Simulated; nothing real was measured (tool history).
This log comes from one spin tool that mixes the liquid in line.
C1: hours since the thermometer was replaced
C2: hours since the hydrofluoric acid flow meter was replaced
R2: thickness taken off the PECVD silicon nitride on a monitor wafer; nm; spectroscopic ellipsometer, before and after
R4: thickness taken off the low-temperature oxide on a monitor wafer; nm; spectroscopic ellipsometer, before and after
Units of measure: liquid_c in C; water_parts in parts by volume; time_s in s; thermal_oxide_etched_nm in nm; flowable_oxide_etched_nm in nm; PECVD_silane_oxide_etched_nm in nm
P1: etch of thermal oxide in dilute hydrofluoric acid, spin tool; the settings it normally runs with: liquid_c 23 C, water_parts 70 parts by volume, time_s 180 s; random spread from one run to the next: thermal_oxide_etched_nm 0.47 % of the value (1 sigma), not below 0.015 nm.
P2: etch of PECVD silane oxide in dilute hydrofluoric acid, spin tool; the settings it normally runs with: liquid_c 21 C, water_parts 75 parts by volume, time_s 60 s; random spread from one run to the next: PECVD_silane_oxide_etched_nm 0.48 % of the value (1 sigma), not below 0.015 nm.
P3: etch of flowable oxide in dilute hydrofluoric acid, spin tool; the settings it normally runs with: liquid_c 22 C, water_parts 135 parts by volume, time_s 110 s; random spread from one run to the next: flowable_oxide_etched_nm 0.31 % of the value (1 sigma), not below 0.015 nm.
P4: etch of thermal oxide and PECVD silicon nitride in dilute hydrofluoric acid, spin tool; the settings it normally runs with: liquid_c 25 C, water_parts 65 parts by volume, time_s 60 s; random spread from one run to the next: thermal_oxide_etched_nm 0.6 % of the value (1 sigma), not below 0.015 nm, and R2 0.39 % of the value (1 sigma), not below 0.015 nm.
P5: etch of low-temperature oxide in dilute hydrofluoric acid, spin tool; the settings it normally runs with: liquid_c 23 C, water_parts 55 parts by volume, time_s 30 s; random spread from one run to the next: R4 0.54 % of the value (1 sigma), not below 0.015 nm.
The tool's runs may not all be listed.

run 1 hour=18 | process=P1 liquid_c=23 water_parts=70 time_s=180 | C1=527.8 C2=575.9 | thermal_oxide_etched_nm=11.344
run 2 hour=26.9 | process=P1 liquid_c=17 water_parts=70 time_s=180 | C1=536.7 C2=584.8 | thermal_oxide_etched_nm=8.8446
run 3 hour=42.9 | process=P1 liquid_c=23 water_parts=70 time_s=260 | C1=552.7 C2=600.8 | thermal_oxide_etched_nm=16.398
run 4 hour=54.2 | process=P4 liquid_c=25 water_parts=40 time_s=60 | C1=564 C2=612.1 | thermal_oxide_etched_nm=7.6837 R2=8.8005
run 5 hour=63.4 | process=P4 liquid_c=25 water_parts=65 time_s=60 | C1=573.2 C2=621.3 | thermal_oxide_etched_nm=4.5832 R2=5.4786
run 6 hour=73.7 | process=P4 liquid_c=25 water_parts=65 time_s=115 | C1=583.5 C2=631.6 | thermal_oxide_etched_nm=8.7983 R2=10.508
run 7 hour=87.8 | process=P1 liquid_c=30.5 water_parts=70 time_s=180 | C1=597.6 C2=645.7 | thermal_oxide_etched_nm=15.245
run 8 hour=102.4 | process=P3 liquid_c=22 water_parts=135 time_s=20 | C1=612.2 C2=660.3 | flowable_oxide_etched_nm=7.4788
run 9 hour=114.5 | process=P3 liquid_c=22 water_parts=135 time_s=110 | C1=624.3 C2=672.4 | flowable_oxide_etched_nm=41.565
run 10 hour=131.7 | process=P5 liquid_c=23 water_parts=90 time_s=30 | C1=641.5 C2=689.6 | R4=5.6918
run 11 hour=145.1 | process=P1 liquid_c=23 water_parts=30 time_s=55 | C1=654.9 C2=703 | thermal_oxide_etched_nm=8.5719
run 12 hour=158.6 | process=P5 liquid_c=23 water_parts=55 time_s=30 | C1=668.4 C2=716.5 | R4=9.5463
run 13 hour=172.2 | process=P1 liquid_c=23 water_parts=70 time_s=90 | C1=682 C2=730.1 | thermal_oxide_etched_nm=5.6556
run 14 hour=189.7 | process=P1 liquid_c=23 water_parts=70 time_s=180 | C1=699.5 C2=747.6 | thermal_oxide_etched_nm=11.412
run 15 hour=199.8 | process=P1 liquid_c=23 water_parts=125 time_s=180 | C1=709.6 C2=757.7 | thermal_oxide_etched_nm=5.9539
run 16 hour=212.2 | process=P5 liquid_c=23 water_parts=55 time_s=15 | C1=722 C2=770.1 | R4=4.8555
run 17 hour=223.8 | process=P4 liquid_c=29 water_parts=65 time_s=60 | C1=733.6 C2=781.7 | thermal_oxide_etched_nm=5.379 R2=7.1876
run 18 hour=240.7 | process=P1 liquid_c=23 water_parts=70 time_s=180 | C1=750.5 C2=798.6 | thermal_oxide_etched_nm=11.289
run 19 hour=258.3 | process=P2 liquid_c=21 water_parts=75 time_s=60 | C1=768.1 C2=816.2 | PECVD_silane_oxide_etched_nm=36.084
run 20 hour=271.7 | process=P3 liquid_c=18.5 water_parts=135 time_s=110 | C1=781.5 C2=829.6 | flowable_oxide_etched_nm=35.9
run 21 hour=290.5 | process=P2 liquid_c=25.5 water_parts=75 time_s=60 | C1=800.3 C2=848.4 | PECVD_silane_oxide_etched_nm=43.397
run 22 hour=301.2 | process=P2 liquid_c=21 water_parts=75 time_s=60 | C1=811 C2=859.1 | PECVD_silane_oxide_etched_nm=36.175
run 23 hour=313.9 | process=P4 liquid_c=25 water_parts=65 time_s=60 | C1=823.7 C2=871.8 | thermal_oxide_etched_nm=4.5251 R2=5.4867
run 24 hour=330 | process=P3 liquid_c=22 water_parts=230 time_s=110 | C1=839.8 C2=887.9 | flowable_oxide_etched_nm=21.912

Expected results for the next run?
run 25 hour=339.2 | process=P3 liquid_c=22 water_parts=135 time_s=110 | C1=849 C2=897.1 | flowable_oxide_etched_nm=?

{"run 25": {"flowable_oxide_etched_nm": 41.291}}

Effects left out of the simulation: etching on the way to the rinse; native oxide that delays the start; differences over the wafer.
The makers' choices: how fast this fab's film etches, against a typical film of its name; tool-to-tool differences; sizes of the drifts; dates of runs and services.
